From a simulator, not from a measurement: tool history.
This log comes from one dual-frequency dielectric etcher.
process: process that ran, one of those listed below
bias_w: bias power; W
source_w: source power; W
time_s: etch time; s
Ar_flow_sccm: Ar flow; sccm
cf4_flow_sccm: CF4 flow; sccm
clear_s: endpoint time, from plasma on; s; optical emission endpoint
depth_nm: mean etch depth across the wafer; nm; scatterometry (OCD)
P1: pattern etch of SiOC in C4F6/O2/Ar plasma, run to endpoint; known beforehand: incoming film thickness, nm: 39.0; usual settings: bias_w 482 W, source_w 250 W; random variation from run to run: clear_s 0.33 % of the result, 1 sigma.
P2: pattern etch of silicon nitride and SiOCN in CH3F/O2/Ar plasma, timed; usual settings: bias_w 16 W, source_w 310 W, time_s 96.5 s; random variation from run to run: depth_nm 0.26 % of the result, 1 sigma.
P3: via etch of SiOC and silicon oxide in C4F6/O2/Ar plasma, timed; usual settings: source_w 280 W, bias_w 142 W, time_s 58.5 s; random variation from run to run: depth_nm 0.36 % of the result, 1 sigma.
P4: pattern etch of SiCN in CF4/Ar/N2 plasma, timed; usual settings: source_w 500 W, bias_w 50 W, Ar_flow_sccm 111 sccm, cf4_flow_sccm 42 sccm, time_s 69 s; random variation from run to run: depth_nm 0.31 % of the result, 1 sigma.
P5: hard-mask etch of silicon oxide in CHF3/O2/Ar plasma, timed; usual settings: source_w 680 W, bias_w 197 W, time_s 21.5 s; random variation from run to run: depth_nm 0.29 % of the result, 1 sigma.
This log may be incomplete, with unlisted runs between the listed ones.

run     day  process  bias_w  source_w  time_s  Ar_flow_sccm  cf4_flow_sccm  hours since the last wet clean  hours since the last bias power generator calibration  hours since the last source power generator calibration  clear_s  depth_nm
  1   0.692       P1     482       250                                                                109.6                                                 1128.6                                                   1295.2   15.692
  2   1.392       P5     233       680    21.5                                                        126.4                                                 1145.4                                                     1312             48.636
  3   2.162       P3     142       280    58.5                                                        144.9                                                 1163.9                                                   1330.5              53.93
  4   2.771       P2      16       310    96.5                                                        159.5                                                 1178.5                                                   1345.1             10.104
  5   3.529       P4      50       500      69           111             26                           177.7                                                 1196.7                                                   1363.3             47.251
  6   4.296       P3     142       280    58.5                                                        196.1                                                 1215.1                                                   1381.7             53.585
  7   4.712       P3     142       280      73                                                        206.1                                                 1225.1                                                   1391.7             66.618
  8   5.083       P1     482       250                                                                  215                                                   1234                                                   1400.6   15.731
  9   5.467       P2      16       440    96.5                                                        224.2                                                 1243.2                                                   1409.8             11.442
 10    5.85       P2      16       310    96.5                                                        233.4                                                 1252.4                                                     1419             10.127
      6.033  -- source power generator calibrated
 11   6.221       P2      16       310     126                                                        242.3                                                 1261.3                                                      4.6             13.223
 12     6.6       P1     673       250                                                                251.4                                                 1270.4                                                     13.7   13.822
 13   7.104       P5     197       680    21.5                                                        263.5                                                 1282.5                                                     25.8             45.897
 14   7.554       P4      50       500    95.5           111             42                           274.3                                                 1293.3                                                     36.6             71.715
 15   8.325       P1     368       200                                                                292.8                                                 1311.8                                                     55.1   18.901
 16    8.95       P1     482       350                                                                307.8                                                 1326.8                                                     70.1   13.832
 17     9.4       P5     197       950    21.5                                                        318.6                                                 1337.6                                                     80.9             52.181
 18   9.929       P4      41       500      69           111             42                           331.3                                                 1350.3                                                     93.6              48.16
 19  10.467       P3     142       180    58.5                                                        344.2                                                 1363.2                                                    106.5             44.798
 20  11.079       P1     482       250                                                                358.9                                                 1377.9                                                    121.2   15.664
 21  11.633       P1     482       250                                                                372.2                                                 1391.2                                                    134.5   15.767
 22   12.25       P3     196       280    58.5                                                          387                                                   1406                                                    149.3             59.279
 23  12.938       P5     197       680    21.5                                                        403.5                                                 1422.5                                                    165.8             45.828
 24  13.612       P1     482       190                                                                419.7                                                 1438.7                                                      182   17.391
 25    14.1       P4      50       500      69           111             42                           431.4                                                 1450.4                                                    193.7              51.61
 26  14.642       P2      19       310    96.5                                                        444.4                                                 1463.4                                                    206.7             10.893
 27  15.354       P4      50       500      69           111             42                           461.5                                                 1480.5                                                    223.8             51.655
 28  15.692       P1     365       250                                                                469.6                                                 1488.6                                                    231.9   17.398
 29  16.292       P1     482       250                                                                  484                                                   1503                                                    246.3   15.584
 30  16.917       P1     398       160                                                                  499                                                   1518                                                    261.3   19.893
 31  17.321       P5     197       680    15.5                                                        508.7                                                 1527.7                                                      271             33.022

Forecast run 32:
 32  17.675       P4      50       500      69            66             42                           517.2                                                 1536.2                                                    279.5                  ?

depth_nm: 56.705 nm
